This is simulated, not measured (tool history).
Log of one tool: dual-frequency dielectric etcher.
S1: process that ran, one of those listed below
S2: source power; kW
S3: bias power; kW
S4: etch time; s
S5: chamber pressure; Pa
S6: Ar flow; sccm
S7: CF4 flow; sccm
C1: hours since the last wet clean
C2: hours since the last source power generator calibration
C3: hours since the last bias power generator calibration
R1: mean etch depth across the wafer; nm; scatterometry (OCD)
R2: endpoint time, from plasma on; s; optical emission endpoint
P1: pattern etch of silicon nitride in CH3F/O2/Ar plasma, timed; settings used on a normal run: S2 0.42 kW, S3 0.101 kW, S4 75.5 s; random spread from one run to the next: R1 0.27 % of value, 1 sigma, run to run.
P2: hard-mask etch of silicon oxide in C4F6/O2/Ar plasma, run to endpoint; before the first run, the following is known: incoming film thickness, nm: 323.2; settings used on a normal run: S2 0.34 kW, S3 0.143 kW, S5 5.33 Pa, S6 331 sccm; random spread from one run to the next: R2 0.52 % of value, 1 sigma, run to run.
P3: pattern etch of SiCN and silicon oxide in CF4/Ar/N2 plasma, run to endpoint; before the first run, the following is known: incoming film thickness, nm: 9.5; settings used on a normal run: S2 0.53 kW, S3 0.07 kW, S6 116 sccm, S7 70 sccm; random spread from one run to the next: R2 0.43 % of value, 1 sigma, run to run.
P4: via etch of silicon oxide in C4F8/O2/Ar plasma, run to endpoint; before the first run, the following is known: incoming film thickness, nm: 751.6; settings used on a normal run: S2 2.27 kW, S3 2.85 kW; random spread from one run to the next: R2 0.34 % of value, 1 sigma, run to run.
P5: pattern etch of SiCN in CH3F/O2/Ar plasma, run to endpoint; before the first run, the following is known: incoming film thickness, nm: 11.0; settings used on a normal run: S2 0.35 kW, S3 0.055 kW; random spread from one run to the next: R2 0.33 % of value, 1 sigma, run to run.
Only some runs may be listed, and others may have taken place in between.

{"run": 1, "day": 0.146, "S1": "P1", "S2": 0.42, "S3": 0.101, "S4": 75.5, "C1": 290, "C2": 1112.8, "C3": 1361.7, "R1": 61.848}
{"run": 2, "day": 0.254, "S1": "P5", "S2": 0.35, "S3": 0.055, "C1": 292.6, "C2": 1115.4, "C3": 1364.3, "R2": 34.254}
{"run": 3, "day": 0.429, "S1": "P4", "S2": 2.27, "S3": 2.223, "C1": 296.8, "C2": 1119.6, "C3": 1368.5, "R2": 139.3}
{"run": 4, "day": 0.546, "S1": "P5", "S2": 0.45, "S3": 0.055, "C1": 299.6, "C2": 1122.4, "C3": 1371.3, "R2": 31.127}
{"run": 5, "day": 0.679, "S1": "P2", "S2": 0.41, "S3": 0.143, "S5": 5.33, "S6": 331, "C1": 302.8, "C2": 1125.6, "C3": 1374.5, "R2": 120.66}
{"run": 6, "day": 0.788, "S1": "P3", "S2": 0.44, "S3": 0.07, "S6": 116, "S7": 70, "C1": 305.4, "C2": 1128.2, "C3": 1377.1, "R2": 11.322}
{"run": 7, "day": 0.875, "S1": "P1", "S2": 0.55, "S3": 0.101, "S4": 56, "C1": 307.5, "C2": 1130.3, "C3": 1379.2, "R1": 51.169}
{"run": 8, "day": 1.008, "S1": "P3", "S2": 0.53, "S3": 0.07, "S6": 116, "S7": 70, "C1": 310.7, "C2": 1133.5, "C3": 1382.4, "R2": 9.5848}
{"run": 9, "day": 1.121, "S1": "P1", "S2": 0.42, "S3": 0.101, "S4": 75.5, "C1": 313.4, "C2": 1136.2, "C3": 1385.1, "R1": 61.899}
{"run": 10, "day": 1.233, "S1": "P1", "S2": 0.5, "S3": 0.101, "S4": 109.5, "C1": 316.1, "C2": 1138.9, "C3": 1387.8, "R1": 96.075}
{"run": 11, "day": 1.35, "S1": "P1", "S2": 0.42, "S3": 0.101, "S4": 75.5, "C1": 318.9, "C2": 1141.7, "C3": 1390.6, "R1": 62.17}
{"run": 12, "day": 1.512, "S1": "P1", "S2": 0.42, "S3": 0.101, "S4": 75.5, "C1": 322.8, "C2": 1145.6, "C3": 1394.5, "R1": 61.888}
{"run": 13, "day": 1.625, "S1": "P4", "S2": 2.27, "S3": 2.85, "C1": 325.5, "C2": 1148.3, "C3": 1397.2, "R2": 129.22}
{"run": 14, "day": 1.796, "S1": "P4", "S2": 1.61, "S3": 2.85, "C1": 329.6, "C2": 1152.4, "C3": 1401.3, "R2": 148.19}
{"run": 15, "day": 1.904, "S1": "P2", "S2": 0.34, "S3": 0.143, "S5": 5.33, "S6": 197, "C1": 332.2, "C2": 1155, "C3": 1403.9, "R2": 122.99}
{"run": 16, "day": 2.075, "S1": "P5", "S2": 0.35, "S3": 0.055, "C1": 336.3, "C2": 1159.1, "C3": 1408, "R2": 34.28}
{"run": 17, "day": 2.154, "S1": "P1", "S2": 0.42, "S3": 0.124, "S4": 75.5, "C1": 338.2, "C2": 1161, "C3": 1409.9, "R1": 67.006}
{"run": 18, "day": 2.246, "S1": "P5", "S2": 0.35, "S3": 0.072, "C1": 340.4, "C2": 1163.2, "C3": 1412.1, "R2": 31.234}
{"run": 19, "day": 2.35, "S1": "P2", "S2": 0.34, "S3": 0.143, "S5": 5.33, "S6": 331, "C1": 342.9, "C2": 1165.7, "C3": 1414.6, "R2": 130.44}
{"run": 20, "day": 2.508, "S1": "P1", "S2": 0.55, "S3": 0.101, "S4": 75.5, "C1": 346.7, "C2": 1169.5, "C3": 1418.4, "R1": 68.073}
{"run": 21, "day": 2.629, "S1": "P2", "S2": 0.34, "S3": 0.143, "S5": 7.4, "S6": 331, "C1": 349.6, "C2": 1172.4, "C3": 1421.3, "R2": 135.64}
{"run": 22, "day": 2.754, "S1": "P1", "S2": 0.42, "S3": 0.101, "S4": 75.5, "C1": 352.6, "C2": 1175.4, "C3": 1424.3, "R1": 61.9}
{"run": 23, "day": 2.846, "S1": "P1", "S2": 0.42, "S3": 0.101, "S4": 41.5, "C1": 354.8, "C2": 1177.6, "C3": 1426.5, "R1": 34.047}
{"run": 24, "day": 3.021, "S1": "P2", "S2": 0.34, "S3": 0.143, "S5": 5.33, "S6": 331, "C1": 359, "C2": 1181.8, "C3": 1430.7, "R2": 129.58}
{"run": 25, "day": 3.175, "S1": "P1", "S2": 0.42, "S3": 0.063, "S4": 75.5, "C1": 362.7, "C2": 1185.5, "C3": 1434.4, "R1": 52.394}
{"run": 26, "day": 3.258, "S1": "P3", "S2": 0.53, "S3": 0.043, "S6": 116, "S7": 70, "C1": 364.7, "C2": 1187.5, "C3": 1436.4, "R2": 11.188}
{"run": 27, "day": 3.392, "S1": "P1", "S2": 0.42, "S3": 0.101, "S4": 104.5, "C1": 367.9, "C2": 1190.7, "C3": 1439.6, "R1": 85.676}
{"run": 28, "day": 3.479, "S1": "P3", "S2": 0.53, "S3": 0.07, "S6": 84, "S7": 70, "C1": 370, "C2": 1192.8, "C3": 1441.7, "R2": 9.2003}
{"run": 29, "day": 3.588, "S1": "P3", "S2": 0.53, "S3": 0.07, "S6": 116, "S7": 99, "C1": 372.6, "C2": 1195.4, "C3": 1444.3, "R2": 9.1362}
{"run": 30, "day": 3.675, "S1": "P2", "S2": 0.34, "S3": 0.192, "S5": 5.33, "S6": 331, "C1": 374.7, "C2": 1197.5, "C3": 1446.4, "R2": 118.86}
{"run": 31, "day": 3.762, "S1": "P1", "S2": 0.28, "S3": 0.101, "S4": 75.5, "C1": 376.8, "C2": 1199.6, "C3": 1448.5, "R1": 53.405}
{"run": 32, "day": 3.896, "S1": "P1", "S2": 0.42, "S3": 0.082, "S4": 93.5, "C1": 380, "C2": 1202.8, "C3": 1451.7, "R1": 71.14}
{"run": 33, "day": 3.988, "S1": "P1", "S2": 0.42, "S3": 0.101, "S4": 75.5, "C1": 382.2, "C2": 1205, "C3": 1453.9, "R1": 62.093}
{"run": 34, "day": 4.158, "S1": "P1", "S2": 0.42, "S3": 0.101, "S4": 75.5, "C1": 386.3, "C2": 1209.1, "C3": 1458, "R1": 61.51}
{"run": 35, "day": 4.242, "S1": "P1", "S2": 0.42, "S3": 0.101, "S4": 75.5, "C1": 388.3, "C2": 1211.1, "C3": 1460, "R1": 61.523}
{"day": 4.354, "done": "wet clean of the chamber"}
{"run": 36, "day": 4.4, "S1": "P1", "S2": 0.42, "S3": 0.101, "S4": 75.5, "C1": 1.1, "C2": 1214.9, "C3": 1463.8, "R1": 61.359}
{"run": 37, "day": 4.504, "S1": "P1", "S2": 0.42, "S3": 0.101, "S4": 75.5, "C1": 3.6, "C2": 1217.4, "C3": 1466.3, "R1": 61.229}
{"run": 38, "day": 4.588, "S1": "P1", "S2": 0.42, "S3": 0.101, "S4": 75.5, "C1": 5.6, "C2": 1219.4, "C3": 1468.3, "R1": 61.344}
{"run": 39, "day": 4.708, "S1": "P1", "S2": 0.42, "S3": 0.101, "S4": 75.5, "C1": 8.5, "C2": 1222.3, "C3": 1471.2, "R1": 61.256}
{"run": 40, "day": 4.838, "S1": "P1", "S2": 0.42, "S3": 0.101, "S4": 75.5, "C1": 11.6, "C2": 1225.4, "C3": 1474.3, "R1": 60.858}
{"run": 41, "day": 5.004, "S1": "P1", "S2": 0.42, "S3": 0.101, "S4": 75.5, "C1": 15.6, "C2": 1229.4, "C3": 1478.3, "R1": 61.038}

P1 has crept away from where it was. The log is fitted equally well by each of these 2 causes, at the sizes shown:
A: source power that arrives under what is set, % = 3.56
B: bias power that arrives under what is set, % = 3.63
The onset of the drift is placed at about day 3.988.
Why every other cause is out:
chamber walls in a state that lowers the etch rate, %: was serviced at day 4.354, once the creep was under way, yet the earlier output never came back

Which of the check runs below tells the causes apart, meaning the causes would give it clearly different results? Each run uses 3 wafers whose results are averaged, and each result is shown as a question mark.
{"run": "check 1", "day": 5.171, "S1": "P2", "S2": 0.34, "S3": 0.183, "S5": 5.33, "S6": 331, "R2": "?"}
{"run": "check 2", "day": 5.171, "S1": "P5", "S2": 0.45, "S3": 0.055, "R2": "?"}
{"run": "check 3", "day": 5.171, "S1": "P4", "S2": 1.83, "S3": 2.85, "R2": "?"}
{"run": "check 4", "day": 5.171, "S1": "P3", "S2": 0.53, "S3": 0.054, "S6": 116, "S7": 92, "R2": "?"}

How each check would come out, cause by cause:
check=check_1 result=R2 if_A=122.27 if_B=122
check=check_2 result=R2 if_A=31.704 if_B=31.646
check=check_3 result=R2 if_A=142.44 if_B=142.05
check=check_4 result=R2 if_A=10.316 if_B=10.1
Gap, in per cent, between the two causes that each check separates least, read from the result that separates them most: check 1 0.22 %; check 2 0.18 %; check 3 0.27 %; check 4 2.12 %
Check 4 distinguishes between the causes, while the remaining checks would return nearly the same result for all of them.

After running check 4, the following was obtained: R2 10.315 s. Which cause does this point to?

It was cause A: source power that arrives under what is set, %.

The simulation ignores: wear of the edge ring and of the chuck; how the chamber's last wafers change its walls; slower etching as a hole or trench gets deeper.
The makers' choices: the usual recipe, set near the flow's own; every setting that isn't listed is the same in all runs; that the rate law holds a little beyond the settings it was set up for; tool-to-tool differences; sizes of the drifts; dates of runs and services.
